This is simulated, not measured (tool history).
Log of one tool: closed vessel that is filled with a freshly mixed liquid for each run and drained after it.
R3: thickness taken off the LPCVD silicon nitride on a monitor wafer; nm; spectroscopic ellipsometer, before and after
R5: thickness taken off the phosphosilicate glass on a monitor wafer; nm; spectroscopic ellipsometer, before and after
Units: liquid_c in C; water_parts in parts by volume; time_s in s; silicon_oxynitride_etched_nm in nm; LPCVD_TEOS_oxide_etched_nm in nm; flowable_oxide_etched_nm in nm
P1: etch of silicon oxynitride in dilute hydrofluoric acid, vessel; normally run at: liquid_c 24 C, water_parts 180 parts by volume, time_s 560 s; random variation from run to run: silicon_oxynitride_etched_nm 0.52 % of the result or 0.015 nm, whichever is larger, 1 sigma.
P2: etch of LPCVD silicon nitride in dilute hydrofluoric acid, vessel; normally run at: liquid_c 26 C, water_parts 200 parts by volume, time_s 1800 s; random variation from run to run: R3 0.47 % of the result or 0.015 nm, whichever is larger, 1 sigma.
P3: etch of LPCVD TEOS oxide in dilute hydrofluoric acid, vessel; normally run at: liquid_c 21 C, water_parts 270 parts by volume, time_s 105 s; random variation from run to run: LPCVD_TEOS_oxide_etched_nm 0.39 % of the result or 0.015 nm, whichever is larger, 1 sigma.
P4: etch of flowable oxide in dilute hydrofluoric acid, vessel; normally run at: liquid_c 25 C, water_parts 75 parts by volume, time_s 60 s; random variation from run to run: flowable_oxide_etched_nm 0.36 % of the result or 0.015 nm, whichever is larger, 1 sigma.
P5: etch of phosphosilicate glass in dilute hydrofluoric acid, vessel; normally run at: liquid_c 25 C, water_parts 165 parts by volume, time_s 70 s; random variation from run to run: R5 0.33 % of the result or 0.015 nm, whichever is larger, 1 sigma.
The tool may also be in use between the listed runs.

{"run": 1, "hour": 13.5, "process": "P1", "liquid_c": 24, "water_parts": 180, "time_s": 560, "silicon_oxynitride_etched_nm": 13.598}
{"run": 2, "hour": 27.7, "process": "P3", "liquid_c": 21, "water_parts": 270, "time_s": 200, "LPCVD_TEOS_oxide_etched_nm": 27.27}
{"run": 3, "hour": 38.3, "process": "P2", "liquid_c": 26, "water_parts": 200, "time_s": 1800, "R3": 4.8301}
{"run": 4, "hour": 47.4, "process": "P4", "liquid_c": 19.5, "water_parts": 75, "time_s": 60, "flowable_oxide_etched_nm": 37.778}
{"run": 5, "hour": 55.4, "process": "P1", "liquid_c": 24, "water_parts": 285, "time_s": 560, "silicon_oxynitride_etched_nm": 8.062}
{"run": 6, "hour": 64.5, "process": "P4", "liquid_c": 25, "water_parts": 75, "time_s": 30, "flowable_oxide_etched_nm": 23.612}
{"run": 7, "hour": 78.4, "process": "P2", "liquid_c": 26, "water_parts": 200, "time_s": 1800, "R3": 4.8652}
{"run": 8, "hour": 93.4, "process": "P2", "liquid_c": 26, "water_parts": 300, "time_s": 1800, "R3": 3.199}
{"run": 9, "hour": 102.7, "process": "P1", "liquid_c": 24, "water_parts": 180, "time_s": 560, "silicon_oxynitride_etched_nm": 13.727}
{"run": 10, "hour": 111.4, "process": "P1", "liquid_c": 24, "water_parts": 180, "time_s": 1075, "silicon_oxynitride_etched_nm": 26.389}
{"run": 11, "hour": 123.6, "process": "P4", "liquid_c": 25, "water_parts": 75, "time_s": 60, "flowable_oxide_etched_nm": 47.326}
{"run": 12, "hour": 130.6, "process": "P5", "liquid_c": 25, "water_parts": 40, "time_s": 70, "R5": 195.79}
{"run": 13, "hour": 144.9, "process": "P1", "liquid_c": 28.5, "water_parts": 180, "time_s": 560, "silicon_oxynitride_etched_nm": 16.549}
{"run": 14, "hour": 156.1, "process": "P1", "liquid_c": 24, "water_parts": 40, "time_s": 560, "silicon_oxynitride_etched_nm": 69.228}
{"run": 15, "hour": 165.7, "process": "P3", "liquid_c": 21, "water_parts": 270, "time_s": 105, "LPCVD_TEOS_oxide_etched_nm": 14.368}
{"run": 16, "hour": 173.5, "process": "P2", "liquid_c": 26, "water_parts": 200, "time_s": 3245, "R3": 8.7604}
{"run": 17, "hour": 185.3, "process": "P5", "liquid_c": 25, "water_parts": 165, "time_s": 70, "R5": 40.327}
{"run": 18, "hour": 194.2, "process": "P4", "liquid_c": 25, "water_parts": 20, "time_s": 60, "flowable_oxide_etched_nm": 191.31}
{"run": 19, "hour": 202.9, "process": "P3", "liquid_c": 21, "water_parts": 270, "time_s": 105, "LPCVD_TEOS_oxide_etched_nm": 14.237}
{"run": 20, "hour": 213.3, "process": "P3", "liquid_c": 17, "water_parts": 270, "time_s": 105, "LPCVD_TEOS_oxide_etched_nm": 12.278}
{"run": 21, "hour": 221.3, "process": "P1", "liquid_c": 17, "water_parts": 180, "time_s": 960, "silicon_oxynitride_etched_nm": 16.806}
{"run": 22, "hour": 235.8, "process": "P1", "liquid_c": 24, "water_parts": 180, "time_s": 560, "silicon_oxynitride_etched_nm": 13.638}
{"run": 23, "hour": 244.6, "process": "P4", "liquid_c": 25, "water_parts": 75, "time_s": 60, "flowable_oxide_etched_nm": 47.481}
{"run": 24, "hour": 256.3, "process": "P5", "liquid_c": 25, "water_parts": 165, "time_s": 110, "R5": 63.225}
{"run": 25, "hour": 269.6, "process": "P1", "liquid_c": 24, "water_parts": 100, "time_s": 820, "silicon_oxynitride_etched_nm": 38.177}
{"run": 26, "hour": 280.5, "process": "P1", "liquid_c": 19, "water_parts": 180, "time_s": 560, "silicon_oxynitride_etched_nm": 10.762}
{"run": 27, "hour": 291.4, "process": "P1", "liquid_c": 24, "water_parts": 180, "time_s": 195, "silicon_oxynitride_etched_nm": 4.7399}
{"run": 28, "hour": 298.7, "process": "P1", "liquid_c": 24, "water_parts": 180, "time_s": 560, "silicon_oxynitride_etched_nm": 13.576}
{"run": 29, "hour": 308.7, "process": "P1", "liquid_c": 24, "water_parts": 180, "time_s": 560, "silicon_oxynitride_etched_nm": 13.779}
{"run": 30, "hour": 318.0, "process": "P5", "liquid_c": 19.5, "water_parts": 165, "time_s": 70, "R5": 32.769}
{"run": 31, "hour": 329.8, "process": "P2", "liquid_c": 32, "water_parts": 200, "time_s": 1800, "R3": 6.938}
{"run": 32, "hour": 340.5, "process": "P3", "liquid_c": 21, "water_parts": 50, "time_s": 105, "LPCVD_TEOS_oxide_etched_nm": 97.536}
{"run": 33, "hour": 352.9, "process": "P1", "liquid_c": 24, "water_parts": 180, "time_s": 560, "silicon_oxynitride_etched_nm": 13.681}
{"run": 34, "hour": 359.5, "process": "P1", "liquid_c": 24, "water_parts": 180, "time_s": 560, "silicon_oxynitride_etched_nm": 13.865}
{"run": 35, "hour": 367.5, "process": "P1", "liquid_c": 24, "water_parts": 180, "time_s": 560, "silicon_oxynitride_etched_nm": 14.191}
{"run": 36, "hour": 374.9, "process": "P1", "liquid_c": 24, "water_parts": 180, "time_s": 560, "silicon_oxynitride_etched_nm": 14.359}
{"run": 37, "hour": 389.7, "process": "P1", "liquid_c": 24, "water_parts": 180, "time_s": 560, "silicon_oxynitride_etched_nm": 14.447}
{"run": 38, "hour": 398.3, "process": "P1", "liquid_c": 24, "water_parts": 180, "time_s": 560, "silicon_oxynitride_etched_nm": 14.541}
{"run": 39, "hour": 413.4, "process": "P1", "liquid_c": 24, "water_parts": 180, "time_s": 560, "silicon_oxynitride_etched_nm": 14.705}
{"run": 40, "hour": 426.5, "process": "P1", "liquid_c": 24, "water_parts": 180, "time_s": 560, "silicon_oxynitride_etched_nm": 14.815}
{"run": 41, "hour": 441.1, "process": "P1", "liquid_c": 24, "water_parts": 180, "time_s": 560, "silicon_oxynitride_etched_nm": 14.748}
{"run": 42, "hour": 450.9, "process": "P1", "liquid_c": 24, "water_parts": 180, "time_s": 560, "silicon_oxynitride_etched_nm": 14.864}
{"run": 43, "hour": 457.9, "process": "P1", "liquid_c": 24, "water_parts": 180, "time_s": 560, "silicon_oxynitride_etched_nm": 14.859}

What P1 gives has crept away from where it was. These 2 causes fit the log equally well, each at the size given:
A: liquid hotter than its thermometer reads (K) = 1.78
B: hydrofluoric acid flow above the setpoint (%) = 7.23
The creep began at about hour 352.9.

4 check runs are offered, each on 2 wafers whose results are averaged, their results left as question marks. Which one tells the causes apart?
{"run": "check 1", "hour": 464.9, "process": "P4", "liquid_c": 25, "water_parts": 20, "time_s": 30, "flowable_oxide_etched_nm": "?"}
{"run": "check 2", "hour": 464.9, "process": "P2", "liquid_c": 29.5, "water_parts": 260, "time_s": 1800, "R3": "?"}
{"run": "check 3", "hour": 464.9, "process": "P5", "liquid_c": 25, "water_parts": 55, "time_s": 70, "R5": "?"}
{"run": "check 4", "hour": 464.9, "process": "P3", "liquid_c": 21, "water_parts": 60, "time_s": 165, "LPCVD_TEOS_oxide_etched_nm": "?"}

What each check would give under each cause:
check=check_1 result=flowable_oxide_etched_nm if_A=102.92 if_B=102.67
check=check_2 result=R3 if_A=5.0928 if_B=4.9318
check=check_3 result=R5 if_A=149.54 if_B=149.99
check=check_4 result=LPCVD_TEOS_oxide_etched_nm if_A=136.2 if_B=136.32
How far apart the two closest causes lie, in the result that separates them most: check 1 0.24 %; check 2 3.21 %; check 3 0.3 %; check 4 0.09 %
Only check 2 tells the causes apart: in the others they would give nearly the same result.

Check 2 was then run and gave: R3 5.0897 nm. Which cause is it?

It is A: liquid hotter than its thermometer reads (K).

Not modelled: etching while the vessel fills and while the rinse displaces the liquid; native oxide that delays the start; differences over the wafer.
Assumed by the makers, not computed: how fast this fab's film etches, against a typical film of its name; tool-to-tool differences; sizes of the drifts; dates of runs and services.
